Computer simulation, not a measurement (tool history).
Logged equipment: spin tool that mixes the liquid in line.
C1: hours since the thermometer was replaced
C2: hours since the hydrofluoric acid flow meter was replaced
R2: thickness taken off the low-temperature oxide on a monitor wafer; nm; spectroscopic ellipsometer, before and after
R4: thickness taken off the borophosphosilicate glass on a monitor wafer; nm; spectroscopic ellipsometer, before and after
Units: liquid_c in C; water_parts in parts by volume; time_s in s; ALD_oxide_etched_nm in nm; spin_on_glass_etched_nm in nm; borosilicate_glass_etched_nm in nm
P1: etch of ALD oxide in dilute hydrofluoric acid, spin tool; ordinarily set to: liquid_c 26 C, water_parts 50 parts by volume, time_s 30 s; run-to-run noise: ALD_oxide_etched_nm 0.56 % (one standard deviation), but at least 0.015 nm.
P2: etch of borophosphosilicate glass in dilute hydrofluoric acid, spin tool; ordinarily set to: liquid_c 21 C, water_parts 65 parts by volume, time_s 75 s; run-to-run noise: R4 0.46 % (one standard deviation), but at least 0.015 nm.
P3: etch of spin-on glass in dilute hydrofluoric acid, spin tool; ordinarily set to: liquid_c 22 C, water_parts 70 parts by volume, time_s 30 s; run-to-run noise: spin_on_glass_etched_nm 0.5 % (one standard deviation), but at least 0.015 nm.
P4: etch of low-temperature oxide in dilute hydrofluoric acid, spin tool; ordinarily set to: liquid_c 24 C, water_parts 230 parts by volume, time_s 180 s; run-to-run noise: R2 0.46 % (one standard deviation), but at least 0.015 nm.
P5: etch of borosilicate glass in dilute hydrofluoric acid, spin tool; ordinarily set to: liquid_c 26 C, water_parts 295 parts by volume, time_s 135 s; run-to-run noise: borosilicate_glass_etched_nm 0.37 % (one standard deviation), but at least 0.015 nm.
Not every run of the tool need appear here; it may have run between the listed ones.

Run 1, day 0.404: process P1, liquid_c 26 C, water_parts 50 parts by volume, time_s 30 s; C1 783.8; C2 320.8. Result: ALD_oxide_etched_nm 9.5923 nm.
Run 2, day 1.012: process P4, liquid_c 24 C, water_parts 230 parts by volume, time_s 25 s; C1 798.4; C2 335.4. Result: R2 3.4067 nm.
Run 3, day 1.708: process P4, liquid_c 19 C, water_parts 230 parts by volume, time_s 180 s; C1 815.1; C2 352.1. Result: R2 20.558 nm.
Run 4, day 2.242: process P1, liquid_c 26 C, water_parts 50 parts by volume, time_s 30 s; C1 827.9; C2 364.9. Result: ALD_oxide_etched_nm 9.5167 nm.
Run 5, day 2.733: process P1, liquid_c 18.5 C, water_parts 85 parts by volume, time_s 30 s; C1 839.7; C2 376.7. Result: ALD_oxide_etched_nm 3.9984 nm.
Run 6, day 3.133: process P3, liquid_c 22 C, water_parts 70 parts by volume, time_s 30 s; C1 849.3; C2 386.3. Result: spin_on_glass_etched_nm 14.13 nm.
Run 7, day 3.779: process P1, liquid_c 26 C, water_parts 80 parts by volume, time_s 30 s; C1 864.8; C2 401.8. Result: ALD_oxide_etched_nm 5.775 nm.
Run 8, day 4.133: process P1, liquid_c 26 C, water_parts 50 parts by volume, time_s 60 s; C1 873.3; C2 410.3. Result: ALD_oxide_etched_nm 19.268 nm.
Run 9, day 4.879: process P2, liquid_c 21 C, water_parts 65 parts by volume, time_s 75 s; C1 891.2; C2 428.2. Result: R4 37.836 nm.
Run 10, day 5.358: process P2, liquid_c 17 C, water_parts 65 parts by volume, time_s 75 s; C1 902.7; C2 439.7. Result: R4 31.721 nm.
Run 11, day 5.779: process P5, liquid_c 26 C, water_parts 510 parts by volume, time_s 135 s; C1 912.8; C2 449.8. Result: borosilicate_glass_etched_nm 4.513 nm.
Run 12, day 6.138: process P3, liquid_c 29.5 C, water_parts 70 parts by volume, time_s 30 s; C1 921.4; C2 458.4. Result: spin_on_glass_etched_nm 19.118 nm.
Run 13, day 6.879: process P1, liquid_c 18.5 C, water_parts 50 parts by volume, time_s 30 s; C1 939.2; C2 476.2. Result: ALD_oxide_etched_nm 6.9746 nm.
Run 14, day 7.567: process P1, liquid_c 26 C, water_parts 50 parts by volume, time_s 15 s; C1 955.7; C2 492.7. Result: ALD_oxide_etched_nm 4.8265 nm.
Run 15, day 7.921: process P1, liquid_c 26 C, water_parts 20 parts by volume, time_s 30 s; C1 964.2; C2 501.2. Result: ALD_oxide_etched_nm 24.933 nm.
At day 8.025: hydrofluoric acid flow meter replaced.
Run 16, day 8.308: process P2, liquid_c 21 C, water_parts 65 parts by volume, time_s 75 s; C1 973.5; C2 6.8. Result: R4 37.978 nm.
Run 17, day 8.825: process P1, liquid_c 30 C, water_parts 50 parts by volume, time_s 30 s; C1 985.9; C2 19.2. Result: ALD_oxide_etched_nm 11.252 nm.
Run 18, day 9.242: process P3, liquid_c 22 C, water_parts 20 parts by volume, time_s 30 s; C1 995.9; C2 29.2. Result: spin_on_glass_etched_nm 52.549 nm.
Run 19, day 9.971: process P1, liquid_c 26 C, water_parts 50 parts by volume, time_s 30 s; C1 1013.4; C2 46.7. Result: ALD_oxide_etched_nm 9.5898 nm.
Run 20, day 10.742: process P5, liquid_c 26 C, water_parts 295 parts by volume, time_s 20 s; C1 1031.9; C2 65.2. Result: borosilicate_glass_etched_nm 1.3967 nm.

For run 21, what comes out?
Run 21, day 11.475: process P1, liquid_c 26 C, water_parts 50 parts by volume, time_s 30 s; C1 1049.5; C2 82.8. Result: ALD_oxide_etched_nm ?.

{"run 21": {"ALD_oxide_etched_nm": 9.5738}}

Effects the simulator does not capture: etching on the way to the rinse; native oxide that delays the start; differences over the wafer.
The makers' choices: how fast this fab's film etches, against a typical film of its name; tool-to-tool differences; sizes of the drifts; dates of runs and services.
